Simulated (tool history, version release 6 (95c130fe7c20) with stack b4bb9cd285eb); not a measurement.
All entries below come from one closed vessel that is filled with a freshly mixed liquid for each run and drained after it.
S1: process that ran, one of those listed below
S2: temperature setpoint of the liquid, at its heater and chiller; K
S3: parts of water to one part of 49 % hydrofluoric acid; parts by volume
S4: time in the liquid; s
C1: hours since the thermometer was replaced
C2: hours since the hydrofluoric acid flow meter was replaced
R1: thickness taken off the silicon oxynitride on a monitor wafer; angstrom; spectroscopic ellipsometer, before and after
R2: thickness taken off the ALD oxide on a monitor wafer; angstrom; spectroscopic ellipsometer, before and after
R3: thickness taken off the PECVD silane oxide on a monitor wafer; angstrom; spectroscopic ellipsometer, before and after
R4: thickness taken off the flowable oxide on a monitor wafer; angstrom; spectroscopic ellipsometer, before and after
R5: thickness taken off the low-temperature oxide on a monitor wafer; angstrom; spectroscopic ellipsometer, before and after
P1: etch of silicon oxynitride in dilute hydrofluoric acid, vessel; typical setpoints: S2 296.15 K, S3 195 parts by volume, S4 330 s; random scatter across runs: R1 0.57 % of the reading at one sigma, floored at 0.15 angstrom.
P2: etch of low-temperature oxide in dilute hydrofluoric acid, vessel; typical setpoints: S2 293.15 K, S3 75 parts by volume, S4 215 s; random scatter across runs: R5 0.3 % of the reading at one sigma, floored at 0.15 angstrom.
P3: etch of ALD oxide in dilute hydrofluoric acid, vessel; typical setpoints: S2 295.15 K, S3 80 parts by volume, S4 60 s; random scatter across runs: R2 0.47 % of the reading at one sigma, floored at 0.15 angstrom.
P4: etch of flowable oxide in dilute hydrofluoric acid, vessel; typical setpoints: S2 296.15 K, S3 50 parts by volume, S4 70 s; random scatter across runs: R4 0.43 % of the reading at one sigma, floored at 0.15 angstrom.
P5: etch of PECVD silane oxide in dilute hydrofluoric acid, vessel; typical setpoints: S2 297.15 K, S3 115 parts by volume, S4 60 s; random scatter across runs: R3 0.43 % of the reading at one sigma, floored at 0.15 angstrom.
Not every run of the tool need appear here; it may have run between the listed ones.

run	hour	S1	S2	S3	S4	C1	C2	R1	R2	R3	R4	R5
1	7.2	P1	296.15	195	330	182.2	629.3	65.155				
2	16.8	P3	295.15	80	30	191.8	638.9		99.17			
3	27.6	P1	303.15	195	330	202.6	649.7	88.604				
4	33.1	P5	297.15	115	60	208.1	655.2			114.7		
5	40.3	P5	304.15	115	60	215.3	662.4			148.97		
6	51.4	P1	303.65	285	330	226.4	673.5	57.764				
7	62	P4	296.15	50	70	237	684.1				503.39	
8	70.5	P1	296.15	195	330	245.5	692.6	65.474				
9	78.7	P1	296.15	195	330	253.7	700.8	65.257				
10	90.4	P4	296.15	50	70	265.4	712.5				505.68	
# hour 91.2: hydrofluoric acid flow meter replaced
11	97.1	P4	296.15	50	110	272.1	6				782.93	
12	107.1	P3	295.15	80	60	282.1	16		199.18			
13	113.5	P1	301.65	195	555	288.5	22.4	140.86				
14	123.2	P5	297.15	115	110	298.2	32.1			209.08		
15	132.2	P1	296.15	120	330	307.2	41.1	112.27				
16	141.7	P2	290.15	75	215	316.7	50.6					367.51
17	148.9	P3	290.15	80	60	323.9	57.8		160.8			
18	158.9	P1	303.15	125	330	333.9	67.8	147.23				
19	168.8	P2	293.15	110	215	343.8	77.7					274.46
20	175.9	P2	293.15	75	215	350.9	84.8					416.82
21	183.5	P4	296.15	90	70	358.5	92.4				265.22	
22	192.4	P1	296.15	195	330	367.4	101.3	65.464				
23	199.8	P3	295.15	80	60	374.8	108.7		199.01			
24	211.3	P3	295.15	135	60	386.3	120.2		112.03			
25	222	P4	302.65	50	70	397	130.9				654.8	
26	227.7	P1	290.15	195	330	402.7	136.6	49.455				
27	233.9	P1	296.15	305	330	408.9	142.8	39.238				
28	243.9	P1	296.15	195	145	418.9	152.8	28.445				
29	251.8	P5	297.15	115	60	426.8	160.7			114.08		
30	263.2	P1	296.15	195	330	438.2	172.1	65.678				
31	273.6	P1	296.15	195	330	448.6	182.5	64.976				
32	281.2	P1	296.15	195	640	456.2	190.1	126.54				
33	290.8	P2	293.15	75	395	465.8	199.7					767
34	300.7	P2	293.15	75	215	475.7	209.6					418.08
35	310.7	P5	297.15	195	60	485.7	219.6			61.486		
36	320.7	P1	296.15	195	330	495.7	229.6	66.111				
37	326.6	P1	296.15	195	330	501.6	235.5	67.932				
38	335.5	P1	296.15	195	330	510.5	244.4	70.307				
39	343.4	P1	296.15	195	330	518.4	252.3	72.241				
40	354.4	P1	296.15	195	330	529.4	263.3	72.255				
41	363.3	P1	296.15	195	330	538.3	272.2	73.618				

Run 42, settings as shown, results not yet in. Your forecast:
42	373.1	P1	296.15	195	330	548.1	282	?				

For run 42 the tool returned R1 73.193 angstrom.

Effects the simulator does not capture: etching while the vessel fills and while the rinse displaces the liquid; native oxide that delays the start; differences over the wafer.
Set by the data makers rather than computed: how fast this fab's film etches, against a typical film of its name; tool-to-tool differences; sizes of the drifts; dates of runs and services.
